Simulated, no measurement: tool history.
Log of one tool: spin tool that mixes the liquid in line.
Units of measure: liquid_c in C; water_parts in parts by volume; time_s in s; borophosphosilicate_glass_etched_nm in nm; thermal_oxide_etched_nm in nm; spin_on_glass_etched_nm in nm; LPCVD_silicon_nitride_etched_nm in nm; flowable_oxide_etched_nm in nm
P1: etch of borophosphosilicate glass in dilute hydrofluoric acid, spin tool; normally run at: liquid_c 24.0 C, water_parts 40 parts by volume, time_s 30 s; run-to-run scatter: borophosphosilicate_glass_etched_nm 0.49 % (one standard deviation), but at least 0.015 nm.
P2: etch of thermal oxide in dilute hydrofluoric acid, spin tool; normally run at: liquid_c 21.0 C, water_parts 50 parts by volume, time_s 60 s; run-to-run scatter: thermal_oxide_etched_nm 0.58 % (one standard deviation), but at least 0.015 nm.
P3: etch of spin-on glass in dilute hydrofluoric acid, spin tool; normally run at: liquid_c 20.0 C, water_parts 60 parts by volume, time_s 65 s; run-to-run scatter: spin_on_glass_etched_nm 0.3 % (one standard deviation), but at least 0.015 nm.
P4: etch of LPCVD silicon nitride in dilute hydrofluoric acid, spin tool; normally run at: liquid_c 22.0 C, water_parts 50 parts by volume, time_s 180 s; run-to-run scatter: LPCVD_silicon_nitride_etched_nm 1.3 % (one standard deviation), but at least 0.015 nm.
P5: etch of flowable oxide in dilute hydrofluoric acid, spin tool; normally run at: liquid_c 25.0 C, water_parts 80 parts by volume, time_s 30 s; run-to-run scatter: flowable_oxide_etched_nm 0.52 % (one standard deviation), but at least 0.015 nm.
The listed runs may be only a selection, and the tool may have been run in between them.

run	day	process	liquid_c	water_parts	time_s	hours since the thermometer was replaced	hours since the hydrofluoric acid flow meter was replaced	borophosphosilicate_glass_etched_nm	thermal_oxide_etched_nm	spin_on_glass_etched_nm	LPCVD_silicon_nitride_etched_nm	flowable_oxide_etched_nm
1	0.346	P1	24.0	40	30	491.6	228.5	39.644				
2	0.738	P1	24.0	40	15	501.0	237.9	19.881				
3	1.162	P2	21.0	25	60	511.2	248.1		10.2230			
4	1.721	P3	20.0	60	65	524.6	261.5			41.6760		
5	2.054	P1	24.0	55	30	532.6	269.5	28.161				
6	2.471	P3	24.0	60	65	542.6	279.5			49.0750		
7	3.104	P4	22.0	80	180	557.8	294.7				1.0326	
8	3.425	P4	17.0	50	180	565.5	302.4				1.1553	
9	3.850	P1	17.5	40	15	575.7	312.6	15.021				
10	4.550	P1	24.0	40	30	592.5	329.4	39.608				
11	4.917	P1	20.0	40	30	601.3	338.2	33.323				
12	5.346	P3	20.0	60	15	611.6	348.5			9.5092		
13	5.808	P5	18.5	80	30	622.7	359.6					6.2864
14	6.350	P4	22.0	50	45	635.7	372.6				0.3884	
15	6.775	P5	25.0	30	30	645.9	382.8					23.0380
16	7.325	P2	21.0	50	15	659.1	396.0		1.2695			
17	7.867	P1	31.5	40	30	672.1	409.0	53.092				
18	8.592	P3	20.0	95	65	689.5	426.4			25.2650		
19	8.912	P1	24.0	40	30	697.2	434.1	39.536				
20	9.562	P5	25.0	80	55	712.8	449.7					14.9410
21	10.067	P5	25.0	80	30	724.9	461.8					8.1881
22	10.521	P1	24.0	40	30	735.8	472.7	39.643				
23	11.129	P2	17.0	50	60	750.4	487.3		4.1535			
24	11.612	P1	24.0	40	30	762.0	498.9	39.253				
25	12.342	P4	22.0	50	180	779.5	516.4				1.6510	
26	12.942	P5	25.0	80	30	793.9	530.8					8.1164
27	13.579	P1	24.0	25	30	809.2	546.1	64.369				
28	13.900	P4	22.0	50	180	816.9	553.8				1.6585	
29	14.512	P1	24.0	40	55	831.6	568.5	72.064				
30	15.079	P2	21.0	50	60	845.2	582.1		4.9607			
31	15.579	P1	24.0	40	30	857.2	594.1	39.615				
32	16.200	P1	24.0	40	30	872.1	609.0	40.842				
33	16.792	P1	24.0	40	30	886.3	623.2	40.979				
34	17.454	P1	24.0	40	30	902.2	639.1	41.660				
35	18.129	P1	24.0	40	30	918.4	655.3	42.433				
36	18.571	P1	24.0	40	30	929.0	665.9	42.321				
37	19.162	P1	24.0	40	30	943.2	680.1	42.488				
38	19.879	P1	24.0	40	30	960.4	697.3	42.448				
39	20.233	P1	24.0	40	30	968.9	705.8	42.463				
40	20.762	P1	24.0	40	30	981.6	718.5	42.294				
41	21.150	P1	24.0	40	30	990.9	727.8	42.373				

P1 has crept away from where it was. The log is fitted equally well by each of these 2 causes, at the sizes shown:
A: liquid hotter than its thermometer reads (K) = 1.81
B: hydrofluoric acid flow above the setpoint (%) = 7.31
At approximately day 15.579, the process output began to creep.

Below are 4 check runs, each averaged over 5 wafers, with their results shown as question marks. Which of them would give clearly different results depending on which cause is behind the drift?
check 1	21.538	P3	20.0	60	65					?		
check 2	21.538	P4	22.0	50	180						?	
check 3	21.538	P5	25.0	80	30							?
check 4	21.538	P2	21.0	50	60				?			

If the cause were each of the candidates in turn, the checks would give the following:
check	result	if A	if B
check 1	spin_on_glass_etched_nm	44.8250	44.8110
check 2	LPCVD_silicon_nitride_etched_nm	1.8729	1.7741
check 3	flowable_oxide_etched_nm	8.7631	8.8165
check 4	thermal_oxide_etched_nm	5.3645	5.3598
Per check, the gap between the least separated pair of causes, taken in the result that splits them most: check 1 0.03 %; check 2 5.42 %; check 3 0.61 %; check 4 0.09 %
The other checks would show nearly matching results whichever cause is true, so check 2 is the only one that separates the causes.

Check 2 was then run and gave: LPCVD_silicon_nitride_etched_nm 1.7710 nm. Which cause is it?

It was cause B: hydrofluoric acid flow above the setpoint (%).
